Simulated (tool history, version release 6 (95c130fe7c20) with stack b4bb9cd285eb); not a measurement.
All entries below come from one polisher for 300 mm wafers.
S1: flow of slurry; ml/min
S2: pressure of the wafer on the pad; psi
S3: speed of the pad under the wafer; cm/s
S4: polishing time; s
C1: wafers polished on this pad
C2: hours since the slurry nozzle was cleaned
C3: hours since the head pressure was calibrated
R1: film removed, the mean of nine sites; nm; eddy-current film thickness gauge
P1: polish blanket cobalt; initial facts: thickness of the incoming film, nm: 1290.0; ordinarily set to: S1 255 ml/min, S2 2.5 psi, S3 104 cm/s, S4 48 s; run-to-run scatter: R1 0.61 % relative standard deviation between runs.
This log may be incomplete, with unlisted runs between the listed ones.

run    day   S1   S2   S3  S4    C1     C2     C3      R1
  1  0.267  255  2.5  104  48   362  271.5  488.3  344.40
  2  0.588  255  2.5  104  30   482  279.2  496.0  217.13
  3  0.788  255  2.5   48  48   556  284.0  500.8  159.53
  4  1.033  255  3.5  104  70   648  289.9  506.7  706.84
  5  1.358  255  2.5  104  48   769  297.7  514.5  343.88
  6  1.592  330  2.5  104  48   856  303.3  520.1  353.42
  7  1.929  255  1.1  104  48   982  311.4  528.2  151.87
  8  2.146  255  2.5  104  48  1062  316.6  533.4  341.30
  9  2.421  255  2.5  104  63  1165  323.2  540.0  453.58
     2.638  -- worn pad replaced by a new one
 10  2.738  255  2.5  104  48    37  330.8  547.6  344.33
 11  2.979  155  2.5  104  48   127  336.6  553.4  322.83
 12  3.383  255  4.0  104  48   278  346.3  563.1  555.86
 13  3.775  345  3.4  104  48   424  355.7  572.5  484.13
 14  4.050  255  2.5  142  48   526  362.3  579.1  475.90
 15  4.467  255  2.5  104  48   682  372.3  589.1  347.03
 16  4.746  315  2.5  104  22   786  379.0  595.8  162.34
 17  4.938  255  2.5  104  48   857  383.6  600.4  344.71

Run 18 comes next. What will it give?
 18  5.167  255  2.5  104  48  942  389.1  605.9   ?

{"run 18": {"R1": 343.8}}
